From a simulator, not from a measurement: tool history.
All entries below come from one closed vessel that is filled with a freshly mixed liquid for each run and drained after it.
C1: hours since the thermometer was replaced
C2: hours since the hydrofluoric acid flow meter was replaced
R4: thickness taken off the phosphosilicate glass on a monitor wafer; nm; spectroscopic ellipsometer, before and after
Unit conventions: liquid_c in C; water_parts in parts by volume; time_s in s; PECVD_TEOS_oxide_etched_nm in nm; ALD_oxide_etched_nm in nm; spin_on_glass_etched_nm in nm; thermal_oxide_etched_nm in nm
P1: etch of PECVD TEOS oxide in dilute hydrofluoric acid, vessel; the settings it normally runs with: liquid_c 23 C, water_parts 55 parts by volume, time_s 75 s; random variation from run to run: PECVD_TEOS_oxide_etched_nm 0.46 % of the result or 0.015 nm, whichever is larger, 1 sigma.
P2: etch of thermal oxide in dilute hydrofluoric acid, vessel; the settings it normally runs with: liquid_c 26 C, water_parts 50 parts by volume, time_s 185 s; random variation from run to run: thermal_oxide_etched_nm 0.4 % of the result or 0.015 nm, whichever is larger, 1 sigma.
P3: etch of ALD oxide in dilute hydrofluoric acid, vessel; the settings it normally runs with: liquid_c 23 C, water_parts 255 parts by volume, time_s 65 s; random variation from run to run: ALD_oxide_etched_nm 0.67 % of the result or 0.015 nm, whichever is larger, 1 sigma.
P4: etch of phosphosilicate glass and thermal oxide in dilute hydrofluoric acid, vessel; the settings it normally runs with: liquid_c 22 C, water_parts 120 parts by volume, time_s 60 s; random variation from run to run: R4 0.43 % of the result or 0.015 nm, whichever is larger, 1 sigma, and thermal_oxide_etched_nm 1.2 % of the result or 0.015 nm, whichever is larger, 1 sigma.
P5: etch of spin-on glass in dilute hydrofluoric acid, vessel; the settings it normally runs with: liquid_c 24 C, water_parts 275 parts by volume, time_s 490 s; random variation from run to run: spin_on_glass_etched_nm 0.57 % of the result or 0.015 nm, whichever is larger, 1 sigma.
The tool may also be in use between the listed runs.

{"run": 1, "hour": 5.1, "process": "P1", "liquid_c": 23, "water_parts": 55, "time_s": 75, "C1": 1040, "C2": 598.1, "PECVD_TEOS_oxide_etched_nm": 26.33}
{"run": 2, "hour": 8.1, "process": "P3", "liquid_c": 30, "water_parts": 255, "time_s": 65, "C1": 1043, "C2": 601.1, "ALD_oxide_etched_nm": 5.3964}
{"run": 3, "hour": 10.9, "process": "P5", "liquid_c": 24, "water_parts": 275, "time_s": 230, "C1": 1045.8, "C2": 603.9, "spin_on_glass_etched_nm": 20.627}
{"run": 4, "hour": 13.8, "process": "P1", "liquid_c": 23, "water_parts": 55, "time_s": 75, "C1": 1048.7, "C2": 606.8, "PECVD_TEOS_oxide_etched_nm": 26.484}
{"run": 5, "hour": 18.3, "process": "P3", "liquid_c": 23, "water_parts": 90, "time_s": 65, "C1": 1053.2, "C2": 611.3, "ALD_oxide_etched_nm": 14.267}
{"run": 6, "hour": 22.8, "process": "P1", "liquid_c": 30, "water_parts": 55, "time_s": 75, "C1": 1057.7, "C2": 615.8, "PECVD_TEOS_oxide_etched_nm": 34.742}
{"run": 7, "hour": 27.3, "process": "P4", "liquid_c": 17, "water_parts": 120, "time_s": 60, "C1": 1062.2, "C2": 620.3, "R4": 71.681, "thermal_oxide_etched_nm": 1.7076}
{"run": 8, "hour": 31.7, "process": "P4", "liquid_c": 22, "water_parts": 120, "time_s": 60, "C1": 1066.6, "C2": 624.7, "R4": 88.129, "thermal_oxide_etched_nm": 2.2128}
{"run": 9, "hour": 34.9, "process": "P1", "liquid_c": 23, "water_parts": 55, "time_s": 75, "C1": 1069.8, "C2": 627.9, "PECVD_TEOS_oxide_etched_nm": 26.358}
{"run": 10, "hour": 37.2, "process": "P2", "liquid_c": 26, "water_parts": 50, "time_s": 335, "C1": 1072.1, "C2": 630.2, "thermal_oxide_etched_nm": 38.002}
{"run": 11, "hour": 41.9, "process": "P1", "liquid_c": 30, "water_parts": 55, "time_s": 145, "C1": 1076.8, "C2": 634.9, "PECVD_TEOS_oxide_etched_nm": 67.989}
{"run": 12, "hour": 46.3, "process": "P2", "liquid_c": 26, "water_parts": 50, "time_s": 185, "C1": 1081.2, "C2": 639.3, "thermal_oxide_etched_nm": 20.928}
{"run": 13, "hour": 50.1, "process": "P2", "liquid_c": 26, "water_parts": 85, "time_s": 185, "C1": 1085, "C2": 643.1, "thermal_oxide_etched_nm": 11.795}
{"run": 14, "hour": 54.3, "process": "P3", "liquid_c": 23, "water_parts": 255, "time_s": 30, "C1": 1089.2, "C2": 647.3, "ALD_oxide_etched_nm": 1.9535}
{"run": 15, "hour": 58.5, "process": "P1", "liquid_c": 23, "water_parts": 55, "time_s": 30, "C1": 1093.4, "C2": 651.5, "PECVD_TEOS_oxide_etched_nm": 10.572}
{"run": 16, "hour": 63.7, "process": "P1", "liquid_c": 23, "water_parts": 30, "time_s": 75, "C1": 1098.6, "C2": 656.7, "PECVD_TEOS_oxide_etched_nm": 50.141}
{"run": 17, "hour": 67.8, "process": "P5", "liquid_c": 24, "water_parts": 275, "time_s": 490, "C1": 1102.7, "C2": 660.8, "spin_on_glass_etched_nm": 43.824}
{"run": 18, "hour": 70.7, "process": "P1", "liquid_c": 17, "water_parts": 20, "time_s": 75, "C1": 1105.6, "C2": 663.7, "PECVD_TEOS_oxide_etched_nm": 58.837}
{"run": 19, "hour": 76.0, "process": "P4", "liquid_c": 22, "water_parts": 120, "time_s": 30, "C1": 1110.9, "C2": 669, "R4": 44.032, "thermal_oxide_etched_nm": 1.105}
{"hour": 77.0, "done": "thermometer replaced"}
{"run": 20, "hour": 79.3, "process": "P2", "liquid_c": 22.5, "water_parts": 50, "time_s": 185, "C1": 2.4, "C2": 672.3, "thermal_oxide_etched_nm": 17.995}
{"run": 21, "hour": 82.3, "process": "P1", "liquid_c": 23, "water_parts": 55, "time_s": 75, "C1": 5.4, "C2": 675.3, "PECVD_TEOS_oxide_etched_nm": 26.313}
{"run": 22, "hour": 85.9, "process": "P4", "liquid_c": 22, "water_parts": 180, "time_s": 60, "C1": 9, "C2": 678.9, "R4": 54.558, "thermal_oxide_etched_nm": 1.4089}
{"run": 23, "hour": 88.7, "process": "P5", "liquid_c": 24, "water_parts": 435, "time_s": 490, "C1": 11.8, "C2": 681.7, "spin_on_glass_etched_nm": 23.85}
{"run": 24, "hour": 92.9, "process": "P1", "liquid_c": 23, "water_parts": 85, "time_s": 75, "C1": 16, "C2": 685.9, "PECVD_TEOS_oxide_etched_nm": 16.629}
{"run": 25, "hour": 98.0, "process": "P4", "liquid_c": 22, "water_parts": 120, "time_s": 60, "C1": 21.1, "C2": 691, "R4": 87.374, "thermal_oxide_etched_nm": 2.1922}
{"run": 26, "hour": 101.7, "process": "P1", "liquid_c": 26.5, "water_parts": 55, "time_s": 130, "C1": 24.8, "C2": 694.7, "PECVD_TEOS_oxide_etched_nm": 52.922}
{"run": 27, "hour": 104.2, "process": "P1", "liquid_c": 19, "water_parts": 55, "time_s": 75, "C1": 27.3, "C2": 697.2, "PECVD_TEOS_oxide_etched_nm": 22.343}
{"run": 28, "hour": 107.0, "process": "P1", "liquid_c": 23, "water_parts": 55, "time_s": 75, "C1": 30.1, "C2": 700, "PECVD_TEOS_oxide_etched_nm": 26.445}
{"run": 29, "hour": 111.3, "process": "P3", "liquid_c": 23, "water_parts": 255, "time_s": 65, "C1": 34.4, "C2": 704.3, "ALD_oxide_etched_nm": 4.1701}
{"run": 30, "hour": 115.5, "process": "P1", "liquid_c": 23, "water_parts": 55, "time_s": 145, "C1": 38.6, "C2": 708.5, "PECVD_TEOS_oxide_etched_nm": 50.798}
{"run": 31, "hour": 118.2, "process": "P2", "liquid_c": 26, "water_parts": 50, "time_s": 185, "C1": 41.3, "C2": 711.2, "thermal_oxide_etched_nm": 20.984}
{"run": 32, "hour": 123.0, "process": "P1", "liquid_c": 23, "water_parts": 55, "time_s": 75, "C1": 46.1, "C2": 716, "PECVD_TEOS_oxide_etched_nm": 26.369}
{"run": 33, "hour": 126.8, "process": "P5", "liquid_c": 17, "water_parts": 275, "time_s": 490, "C1": 49.9, "C2": 719.8, "spin_on_glass_etched_nm": 33.922}
{"run": 34, "hour": 131.0, "process": "P1", "liquid_c": 23, "water_parts": 55, "time_s": 75, "C1": 54.1, "C2": 724, "PECVD_TEOS_oxide_etched_nm": 26.374}
{"run": 35, "hour": 135.9, "process": "P1", "liquid_c": 23, "water_parts": 55, "time_s": 75, "C1": 59, "C2": 728.9, "PECVD_TEOS_oxide_etched_nm": 25.568}
{"run": 36, "hour": 138.9, "process": "P1", "liquid_c": 23, "water_parts": 55, "time_s": 75, "C1": 62, "C2": 731.9, "PECVD_TEOS_oxide_etched_nm": 25.24}
{"run": 37, "hour": 143.8, "process": "P1", "liquid_c": 23, "water_parts": 55, "time_s": 75, "C1": 66.9, "C2": 736.8, "PECVD_TEOS_oxide_etched_nm": 24.711}
{"run": 38, "hour": 147.2, "process": "P1", "liquid_c": 23, "water_parts": 55, "time_s": 75, "C1": 70.3, "C2": 740.2, "PECVD_TEOS_oxide_etched_nm": 24.695}
{"run": 39, "hour": 150.7, "process": "P1", "liquid_c": 23, "water_parts": 55, "time_s": 75, "C1": 73.8, "C2": 743.7, "PECVD_TEOS_oxide_etched_nm": 24.52}
{"run": 40, "hour": 155.6, "process": "P1", "liquid_c": 23, "water_parts": 55, "time_s": 75, "C1": 78.7, "C2": 748.6, "PECVD_TEOS_oxide_etched_nm": 24.364}
{"run": 41, "hour": 158.5, "process": "P1", "liquid_c": 23, "water_parts": 55, "time_s": 75, "C1": 81.6, "C2": 751.5, "PECVD_TEOS_oxide_etched_nm": 24.18}
{"run": 42, "hour": 163.6, "process": "P1", "liquid_c": 23, "water_parts": 55, "time_s": 75, "C1": 86.7, "C2": 756.6, "PECVD_TEOS_oxide_etched_nm": 24.418}
{"run": 43, "hour": 168.9, "process": "P1", "liquid_c": 23, "water_parts": 55, "time_s": 75, "C1": 92, "C2": 761.9, "PECVD_TEOS_oxide_etched_nm": 24.299}

Something has made what P1 gives creep away from where it was; the 2 causes below, each at its own stated size, fit the log equally well:
A: liquid colder than its thermometer reads (K) = 1.94
B: hydrofluoric acid flow below the setpoint (%) = 7.23
The onset of the drift is placed at about hour 131.

Which of the check runs below tells the causes apart, meaning the causes would give it clearly different results? Each run uses 2 wafers whose results are averaged, and each result is shown as a question mark.
{"run": "check 1", "hour": 174.2, "process": "P3", "liquid_c": 28, "water_parts": 95, "time_s": 65, "ALD_oxide_etched_nm": "?"}
{"run": "check 2", "hour": 174.2, "process": "P5", "liquid_c": 24, "water_parts": 360, "time_s": 490, "spin_on_glass_etched_nm": "?"}
{"run": "check 3", "hour": 174.2, "process": "P4", "liquid_c": 17, "water_parts": 120, "time_s": 30, "R4": "?", "thermal_oxide_etched_nm": "?"}
{"run": "check 4", "hour": 174.2, "process": "P2", "liquid_c": 26, "water_parts": 85, "time_s": 300, "thermal_oxide_etched_nm": "?"}

If the cause were each of the candidates in turn, the checks would give the following:
check=check_1 result=ALD_oxide_etched_nm if_A=15.186 if_B=15.036
check=check_2 result=spin_on_glass_etched_nm if_A=28.933 if_B=27.945
check=check_3 result=R4 if_A=33.068 if_B=32.976
check=check_3 result=thermal_oxide_etched_nm if_A=0.8192 if_B=0.81692
check=check_4 result=thermal_oxide_etched_nm if_A=17.599 if_B=17.482
How far apart the two closest causes lie, in the result that separates them most: check 1 1 %; check 2 3.47 %; check 3 0.28 %; check 4 0.67 %
Check 2 distinguishes between the causes, while the remaining checks would return nearly the same result for all of them.

After running check 2, the following was obtained: spin_on_glass_etched_nm 29.016 nm. Which cause does this point to?

It is A: liquid colder than its thermometer reads (K).
